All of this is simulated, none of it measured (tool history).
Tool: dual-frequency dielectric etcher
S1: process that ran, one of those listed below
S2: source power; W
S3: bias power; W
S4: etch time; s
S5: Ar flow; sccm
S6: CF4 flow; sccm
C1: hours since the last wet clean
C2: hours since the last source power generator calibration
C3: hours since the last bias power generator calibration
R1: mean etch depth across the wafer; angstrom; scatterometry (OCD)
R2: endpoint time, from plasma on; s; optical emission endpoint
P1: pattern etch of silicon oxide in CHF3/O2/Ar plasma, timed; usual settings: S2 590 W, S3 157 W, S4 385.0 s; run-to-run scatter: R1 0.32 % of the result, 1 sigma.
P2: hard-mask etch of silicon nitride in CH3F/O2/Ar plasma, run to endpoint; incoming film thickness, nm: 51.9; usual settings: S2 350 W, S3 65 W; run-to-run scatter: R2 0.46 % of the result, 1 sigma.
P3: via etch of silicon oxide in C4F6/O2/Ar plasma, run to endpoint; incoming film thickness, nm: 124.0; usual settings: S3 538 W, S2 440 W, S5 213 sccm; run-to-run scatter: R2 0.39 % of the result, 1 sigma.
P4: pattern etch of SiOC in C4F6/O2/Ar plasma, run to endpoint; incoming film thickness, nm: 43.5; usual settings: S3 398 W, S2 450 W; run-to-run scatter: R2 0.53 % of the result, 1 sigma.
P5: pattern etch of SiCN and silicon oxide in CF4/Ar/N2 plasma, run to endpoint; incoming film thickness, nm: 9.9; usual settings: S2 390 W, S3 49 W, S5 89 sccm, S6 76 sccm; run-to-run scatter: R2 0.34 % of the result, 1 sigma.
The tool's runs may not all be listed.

run,hour,S1,S2,S3,S4,S5,S6,C1,C2,C3,R1,R2
1,13.3,P1,590,157,385.0,,,159.8,1672.5,620.2,6970.7,
2,30.8,P2,350,83,,,,177.3,1690.0,637.7,,76.405
3,47.1,P2,490,65,,,,193.6,1706.3,654.0,,73.490
4,65.5,P1,590,212,492.5,,,212.0,1724.7,672.4,9841.8,
5,81.9,P1,590,157,385.0,,,228.4,1741.1,688.8,6953.4,
6,96.2,P3,440,538,,125,,242.7,1755.4,703.1,,23.301
7,106.0,P1,590,157,503.0,,,252.5,1765.2,712.9,9121.3,
8,122.6,P1,590,157,385.0,,,269.1,1781.8,729.5,6976.4,
9,139.4,P1,590,157,385.0,,,285.9,1798.6,746.3,6945.6,
10,149.3,P1,590,157,385.0,,,295.8,1808.5,756.2,6943.1,
11,160.7,P1,590,192,385.0,,,307.2,1819.9,767.6,7429.7,
12,174.4,P4,530,398,,,,320.9,1833.6,781.3,,14.644
13,189.3,P1,590,127,385.0,,,335.8,1848.5,796.2,6490.3,
14,199.3,P5,390,49,,89,76,345.8,1858.5,806.2,,13.451
15,210.1,P1,590,157,385.0,,,356.6,1869.3,817.0,6938.1,
16,222.8,P1,450,157,385.0,,,369.3,1882.0,829.7,6267.0,
17,231.8,P5,390,62,,89,76,378.3,1891.0,838.7,,12.613
18,244.1,P3,440,538,,213,,390.6,1903.3,851.0,,24.770
19,259.0,P2,350,65,,,,405.5,1918.2,865.9,,82.797
# hour 263.1: source power generator calibrated
20,278.2,P3,440,747,,213,,424.7,15.2,885.1,,21.872
21,288.4,P4,450,398,,,,434.9,25.4,895.3,,15.469
22,300.9,P4,450,532,,,,447.4,37.9,907.8,,14.015
23,319.1,P5,540,49,,89,76,465.6,56.1,926.0,,10.107
24,330.6,P1,790,157,385.0,,,477.1,67.6,937.5,7786.1,
25,348.2,P5,390,49,,89,95,494.7,85.2,955.1,,13.131
26,358.7,P1,480,157,278.0,,,505.2,95.7,965.6,4623.9,
27,367.5,P5,390,49,,109,76,514.0,104.5,974.4,,13.944
28,385.3,P3,570,538,,213,,531.8,122.3,992.2,,22.417
29,402.0,P1,590,157,385.0,,,548.5,139.0,1008.9,6990.0,
30,416.1,P1,590,157,212.0,,,562.6,153.1,1023.0,3836.5,
31,430.3,P1,590,157,385.0,,,576.8,167.3,1037.2,6945.6,
32,442.5,P1,590,157,385.0,,,589.0,179.5,1049.4,6883.3,
33,452.3,P1,590,157,385.0,,,598.8,189.3,1059.2,6873.2,
34,467.8,P1,590,157,385.0,,,614.3,204.8,1074.7,6816.5,
35,478.0,P1,590,157,385.0,,,624.5,215.0,1084.9,6817.5,
# hour 478.6: wet clean of the chamber
36,495.7,P1,590,157,385.0,,,17.2,232.7,1102.6,6837.4,
37,505.5,P1,590,157,385.0,,,27.0,242.5,1112.4,6823.7,

What P1 gives has crept away from where it was. These 2 causes fit the log equally well, each at the size given:
A: bias power that arrives under what is set, % = 4.85
B: source power that arrives under what is set, % = 4.11
The creep began at about hour 430.3.
Why every other cause is out:
chamber walls in a state that lowers the etch rate, %: serviced at hour 478.6, which brought nothing back

4 check runs are offered, each on 2 wafers whose results are averaged, their results left as question marks. Which one tells the causes apart?
check 1,515.3,P5,390,49,,89,76,,,,,?
check 2,515.3,P4,450,398,,,,,,,,?
check 3,515.3,P3,440,538,,213,,,,,,?
check 4,515.3,P2,350,65,,,,,,,,?

What each check would give under each cause:
check,result,if A,if B
check 1,R2,13.732,14.046
check 2,R2,15.782,15.749
check 3,R2,25.150,25.070
check 4,R2,84.500,84.436
How far apart the two closest causes lie, in the result that separates them most: check 1 2.26 %; check 2 0.21 %; check 3 0.32 %; check 4 0.08 %
Only check 1 tells the causes apart: in the others they would give nearly the same result.

Check 1 was then run and gave: R2 14.048 s. Which cause is it?

It is B: source power that arrives under what is set, %.
